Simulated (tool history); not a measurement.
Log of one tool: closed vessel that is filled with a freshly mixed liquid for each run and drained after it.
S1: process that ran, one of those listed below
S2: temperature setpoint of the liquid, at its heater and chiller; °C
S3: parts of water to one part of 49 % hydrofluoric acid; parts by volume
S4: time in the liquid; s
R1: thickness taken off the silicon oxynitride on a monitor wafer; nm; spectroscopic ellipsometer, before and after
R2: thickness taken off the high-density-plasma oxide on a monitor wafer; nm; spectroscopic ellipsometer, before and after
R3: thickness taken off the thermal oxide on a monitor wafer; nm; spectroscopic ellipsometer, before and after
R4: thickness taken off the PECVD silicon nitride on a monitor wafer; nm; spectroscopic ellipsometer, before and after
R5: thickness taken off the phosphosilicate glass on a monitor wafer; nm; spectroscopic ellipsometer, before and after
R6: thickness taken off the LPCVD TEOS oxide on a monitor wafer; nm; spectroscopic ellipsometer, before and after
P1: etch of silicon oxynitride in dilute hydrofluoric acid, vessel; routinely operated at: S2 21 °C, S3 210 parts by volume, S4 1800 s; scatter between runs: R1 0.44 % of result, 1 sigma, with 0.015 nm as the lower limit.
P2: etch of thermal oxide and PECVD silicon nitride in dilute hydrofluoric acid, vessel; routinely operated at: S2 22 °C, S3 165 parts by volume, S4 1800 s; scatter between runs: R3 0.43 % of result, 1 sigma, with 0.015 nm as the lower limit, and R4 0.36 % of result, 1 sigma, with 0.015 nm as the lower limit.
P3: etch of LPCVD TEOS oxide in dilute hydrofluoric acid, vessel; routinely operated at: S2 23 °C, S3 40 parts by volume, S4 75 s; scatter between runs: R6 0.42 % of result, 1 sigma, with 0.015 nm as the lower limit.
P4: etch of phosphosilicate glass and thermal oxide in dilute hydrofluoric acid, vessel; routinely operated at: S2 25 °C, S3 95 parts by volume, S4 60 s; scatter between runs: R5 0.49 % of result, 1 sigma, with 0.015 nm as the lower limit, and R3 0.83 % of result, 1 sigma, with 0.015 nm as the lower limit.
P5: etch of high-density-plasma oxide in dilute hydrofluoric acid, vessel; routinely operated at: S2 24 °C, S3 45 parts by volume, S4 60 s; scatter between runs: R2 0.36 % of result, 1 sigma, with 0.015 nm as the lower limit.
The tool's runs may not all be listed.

{"run": 1, "day": 0.188, "S1": "P1", "S2": 21, "S3": 210, "S4": 1800, "R1": 23.253}
{"run": 2, "day": 0.304, "S1": "P1", "S2": 21, "S3": 330, "S4": 1800, "R1": 13.629}
{"run": 3, "day": 0.492, "S1": "P5", "S2": 17.5, "S3": 45, "S4": 60, "R2": 10.779}
{"day": 0.538, "done": "hydrofluoric acid flow meter replaced"}
{"run": 4, "day": 0.654, "S1": "P5", "S2": 24, "S3": 45, "S4": 100, "R2": 23.761}
{"run": 5, "day": 0.792, "S1": "P2", "S2": 22, "S3": 165, "S4": 3105, "R3": 73.581, "R4": 96.458}
{"run": 6, "day": 0.988, "S1": "P1", "S2": 21, "S3": 210, "S4": 1800, "R1": 23.221}
{"run": 7, "day": 1.183, "S1": "P4", "S2": 25, "S3": 95, "S4": 60, "R3": 3.2114, "R5": 79.859}
{"run": 8, "day": 1.312, "S1": "P2", "S2": 22, "S3": 55, "S4": 1800, "R3": 146.01, "R4": 163.89}
{"run": 9, "day": 1.412, "S1": "P2", "S2": 22, "S3": 165, "S4": 1800, "R3": 42.353, "R4": 55.831}
{"run": 10, "day": 1.604, "S1": "P3", "S2": 23, "S3": 40, "S4": 75, "R6": 37.527}
{"run": 11, "day": 1.712, "S1": "P1", "S2": 21, "S3": 210, "S4": 1800, "R1": 23.028}
{"run": 12, "day": 1.821, "S1": "P3", "S2": 27, "S3": 40, "S4": 75, "R6": 44.563}
{"run": 13, "day": 1.954, "S1": "P2", "S2": 26, "S3": 165, "S4": 1800, "R3": 49.831, "R4": 72.558}
{"run": 14, "day": 2.1, "S1": "P1", "S2": 21, "S3": 210, "S4": 1800, "R1": 23.419}
{"run": 15, "day": 2.271, "S1": "P4", "S2": 25, "S3": 140, "S4": 60, "R3": 2.0488, "R5": 51.485}
{"run": 16, "day": 2.408, "S1": "P1", "S2": 17, "S3": 210, "S4": 1800, "R1": 19.299}
{"run": 17, "day": 2.512, "S1": "P4", "S2": 25, "S3": 95, "S4": 120, "R3": 6.4014, "R5": 161.06}
{"run": 18, "day": 2.692, "S1": "P5", "S2": 24, "S3": 45, "S4": 60, "R2": 14.152}
{"run": 19, "day": 2.85, "S1": "P3", "S2": 23, "S3": 25, "S4": 75, "R6": 61.319}
{"run": 20, "day": 2.942, "S1": "P3", "S2": 23, "S3": 40, "S4": 40, "R6": 20.19}
{"run": 21, "day": 3.1, "S1": "P1", "S2": 21, "S3": 210, "S4": 1800, "R1": 23.072}
{"run": 22, "day": 3.204, "S1": "P5", "S2": 24, "S3": 30, "S4": 60, "R2": 21.805}
{"run": 23, "day": 3.392, "S1": "P4", "S2": 33, "S3": 95, "S4": 60, "R3": 4.3632, "R5": 109.78}
{"run": 24, "day": 3.525, "S1": "P1", "S2": 21, "S3": 210, "S4": 1800, "R1": 23.037}
{"run": 25, "day": 3.696, "S1": "P1", "S2": 21, "S3": 210, "S4": 1800, "R1": 23.03}
{"run": 26, "day": 3.842, "S1": "P1", "S2": 21, "S3": 210, "S4": 3175, "R1": 40.943}
{"run": 27, "day": 3.946, "S1": "P1", "S2": 21, "S3": 210, "S4": 440, "R1": 5.7064}

Predict the results of run 28:
{"run": 28, "day": 4.112, "S1": "P1", "S2": 17, "S3": 210, "S4": 385, "R1": "?"}

Logged for run 28: R1 4.0787 nm.
